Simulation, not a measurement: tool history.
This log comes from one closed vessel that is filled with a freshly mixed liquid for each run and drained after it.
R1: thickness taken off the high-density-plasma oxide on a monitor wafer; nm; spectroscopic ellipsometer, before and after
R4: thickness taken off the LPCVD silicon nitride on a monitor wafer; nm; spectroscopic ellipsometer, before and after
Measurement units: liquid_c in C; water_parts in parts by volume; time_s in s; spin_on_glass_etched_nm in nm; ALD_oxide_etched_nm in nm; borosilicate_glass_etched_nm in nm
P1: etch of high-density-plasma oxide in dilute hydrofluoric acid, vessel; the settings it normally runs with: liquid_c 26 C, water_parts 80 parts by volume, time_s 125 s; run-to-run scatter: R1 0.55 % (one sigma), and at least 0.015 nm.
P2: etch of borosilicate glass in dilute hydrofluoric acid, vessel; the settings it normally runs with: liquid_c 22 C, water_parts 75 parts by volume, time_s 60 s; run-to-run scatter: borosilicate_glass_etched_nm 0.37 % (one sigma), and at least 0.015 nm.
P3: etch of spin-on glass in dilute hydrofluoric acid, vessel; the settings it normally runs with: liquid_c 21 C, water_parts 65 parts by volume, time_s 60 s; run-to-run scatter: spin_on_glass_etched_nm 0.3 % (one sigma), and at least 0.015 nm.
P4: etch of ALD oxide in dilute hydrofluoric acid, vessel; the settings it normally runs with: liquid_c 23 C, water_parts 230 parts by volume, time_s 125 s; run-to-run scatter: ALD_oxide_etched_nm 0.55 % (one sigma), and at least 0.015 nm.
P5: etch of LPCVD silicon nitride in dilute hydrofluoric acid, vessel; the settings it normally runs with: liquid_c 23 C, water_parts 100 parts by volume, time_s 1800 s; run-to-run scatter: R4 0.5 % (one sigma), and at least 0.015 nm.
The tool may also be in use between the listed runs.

Run 1, hour 4.2: process P1, liquid_c 26 C, water_parts 80 parts by volume, time_s 125 s. Result: R1 9.1675 nm.
Run 2, hour 8: process P3, liquid_c 21 C, water_parts 65 parts by volume, time_s 115 s. Result: spin_on_glass_etched_nm 103.97 nm.
Run 3, hour 10.6: process P4, liquid_c 23 C, water_parts 135 parts by volume, time_s 125 s. Result: ALD_oxide_etched_nm 13.037 nm.
Run 4, hour 13.8: process P1, liquid_c 26 C, water_parts 35 parts by volume, time_s 225 s. Result: R1 39.623 nm.
Run 5, hour 16.2: process P5, liquid_c 23 C, water_parts 100 parts by volume, time_s 1800 s. Result: R4 8.6882 nm.
Run 6, hour 18.2: process P4, liquid_c 23 C, water_parts 230 parts by volume, time_s 125 s. Result: ALD_oxide_etched_nm 6.8466 nm.
Run 7, hour 20.1: process P3, liquid_c 21 C, water_parts 65 parts by volume, time_s 60 s. Result: spin_on_glass_etched_nm 54.519 nm.
Run 8, hour 22: process P3, liquid_c 17 C, water_parts 65 parts by volume, time_s 60 s. Result: spin_on_glass_etched_nm 45.752 nm.
Run 9, hour 24: process P1, liquid_c 26 C, water_parts 80 parts by volume, time_s 210 s. Result: R1 15.342 nm.
Run 10, hour 28.2: process P1, liquid_c 26 C, water_parts 80 parts by volume, time_s 125 s. Result: R1 9.1136 nm.
Run 11, hour 30.9: process P5, liquid_c 23 C, water_parts 100 parts by volume, time_s 1800 s. Result: R4 8.5607 nm.
Run 12, hour 34.8: process P5, liquid_c 17.5 C, water_parts 100 parts by volume, time_s 1800 s. Result: R4 5.9603 nm.
Run 13, hour 38.3: process P1, liquid_c 22.5 C, water_parts 80 parts by volume, time_s 125 s. Result: R1 7.9058 nm.
Run 14, hour 41.7: process P1, liquid_c 26 C, water_parts 80 parts by volume, time_s 45 s. Result: R1 3.3047 nm.
Run 15, hour 44.4: process P1, liquid_c 26 C, water_parts 80 parts by volume, time_s 125 s. Result: R1 9.064 nm.
Run 16, hour 46.3: process P2, liquid_c 22 C, water_parts 45 parts by volume, time_s 60 s. Result: borosilicate_glass_etched_nm 31.613 nm.
Run 17, hour 49.8: process P5, liquid_c 23 C, water_parts 100 parts by volume, time_s 660 s. Result: R4 3.1444 nm.
Run 18, hour 53.7: process P1, liquid_c 26 C, water_parts 135 parts by volume, time_s 60 s. Result: R1 2.37 nm.
Run 19, hour 56.2: process P2, liquid_c 17 C, water_parts 75 parts by volume, time_s 60 s. Result: borosilicate_glass_etched_nm 14.703 nm.
Run 20, hour 58.8: process P1, liquid_c 26 C, water_parts 120 parts by volume, time_s 125 s. Result: R1 5.7811 nm.
Run 21, hour 62.7: process P1, liquid_c 30.5 C, water_parts 80 parts by volume, time_s 125 s. Result: R1 10.951 nm.
Run 22, hour 66.4: process P2, liquid_c 22 C, water_parts 75 parts by volume, time_s 30 s. Result: borosilicate_glass_etched_nm 9.1161 nm.
Run 23, hour 70.3: process P1, liquid_c 26 C, water_parts 80 parts by volume, time_s 125 s. Result: R1 9.055 nm.
Run 24, hour 74.5: process P1, liquid_c 26 C, water_parts 80 parts by volume, time_s 125 s. Result: R1 8.9975 nm.
Run 25, hour 77.4: process P1, liquid_c 26 C, water_parts 25 parts by volume, time_s 45 s. Result: R1 11.42 nm.
Run 26, hour 80.1: process P3, liquid_c 21 C, water_parts 105 parts by volume, time_s 60 s. Result: spin_on_glass_etched_nm 32.293 nm.
Run 27, hour 82: process P1, liquid_c 26 C, water_parts 40 parts by volume, time_s 125 s. Result: R1 19.329 nm.
Run 28, hour 84.9: process P4, liquid_c 17.5 C, water_parts 230 parts by volume, time_s 125 s. Result: ALD_oxide_etched_nm 5.5579 nm.
Run 29, hour 87: process P5, liquid_c 23 C, water_parts 60 parts by volume, time_s 1800 s. Result: R4 14.239 nm.
Run 30, hour 90: process P4, liquid_c 23 C, water_parts 230 parts by volume, time_s 180 s. Result: ALD_oxide_etched_nm 9.7564 nm.
Run 31, hour 93.5: process P2, liquid_c 22 C, water_parts 75 parts by volume, time_s 60 s. Result: borosilicate_glass_etched_nm 18.206 nm.
Run 32, hour 96.3: process P1, liquid_c 26 C, water_parts 80 parts by volume, time_s 125 s. Result: R1 9.1409 nm.
Run 33, hour 100.6: process P1, liquid_c 26 C, water_parts 80 parts by volume, time_s 125 s. Result: R1 9.3178 nm.
Run 34, hour 104.3: process P1, liquid_c 26 C, water_parts 80 parts by volume, time_s 125 s. Result: R1 9.4688 nm.
Run 35, hour 107.6: process P1, liquid_c 26 C, water_parts 80 parts by volume, time_s 125 s. Result: R1 9.4968 nm.
Run 36, hour 110.7: process P1, liquid_c 26 C, water_parts 80 parts by volume, time_s 125 s. Result: R1 9.5516 nm.
Run 37, hour 114.9: process P1, liquid_c 26 C, water_parts 80 parts by volume, time_s 125 s. Result: R1 9.6134 nm.
Run 38, hour 117: process P1, liquid_c 26 C, water_parts 80 parts by volume, time_s 125 s. Result: R1 9.6107 nm.
Run 39, hour 121.2: process P1, liquid_c 26 C, water_parts 80 parts by volume, time_s 125 s. Result: R1 9.7053 nm.
Run 40, hour 124.7: process P1, liquid_c 26 C, water_parts 80 parts by volume, time_s 125 s. Result: R1 9.6417 nm.
Run 41, hour 128.8: process P1, liquid_c 26 C, water_parts 80 parts by volume, time_s 125 s. Result: R1 9.7206 nm.
Run 42, hour 132.4: process P1, liquid_c 26 C, water_parts 80 parts by volume, time_s 125 s. Result: R1 9.6508 nm.

The output of P1 has drifted from where it used to be. Each of the 2 causes below, taken at the size shown beside it, accounts for the log equally well:
A: hydrofluoric acid flow above the setpoint (%) = 6
B: liquid hotter than its thermometer reads (K) = 1.64
The onset of the drift is placed at about hour 96.3.

Which of the 4 check runs listed below separates the causes, so that each cause would produce a clearly different result? Each run uses one wafer, and its results are marked with question marks.
Run check 1, hour 136: process P2, liquid_c 22 C, water_parts 75 parts by volume, time_s 60 s. Result: borosilicate_glass_etched_nm ?.
Run check 2, hour 136: process P3, liquid_c 21 C, water_parts 65 parts by volume, time_s 60 s. Result: spin_on_glass_etched_nm ?.
Run check 3, hour 136: process P4, liquid_c 23 C, water_parts 230 parts by volume, time_s 125 s. Result: ALD_oxide_etched_nm ?.
Run check 4, hour 136: process P5, liquid_c 23 C, water_parts 100 parts by volume, time_s 1800 s. Result: R4 ?.

Outcome of each check run for each possible cause:
  check                        result    if A    if B
check 1  borosilicate_glass_etched_nm  19.348  19.413
check 2       spin_on_glass_etched_nm  57.805  58.105
check 3           ALD_oxide_etched_nm  7.3557  7.2677
check 4                            R4  9.1257  9.6022
Distance between the nearest two causes, measured in the result of the check that separates them most: check 1 0.33 %; check 2 0.52 %; check 3 1.2 %; check 4 5.09 %
The causes can be told apart only by check 4. The other checks would give nearly the same results under each of them.

Check 4 has now been run. It gave: R4 9.5845 nm. Which of the candidate causes is it?

The cause is B: liquid hotter than its thermometer reads (K).

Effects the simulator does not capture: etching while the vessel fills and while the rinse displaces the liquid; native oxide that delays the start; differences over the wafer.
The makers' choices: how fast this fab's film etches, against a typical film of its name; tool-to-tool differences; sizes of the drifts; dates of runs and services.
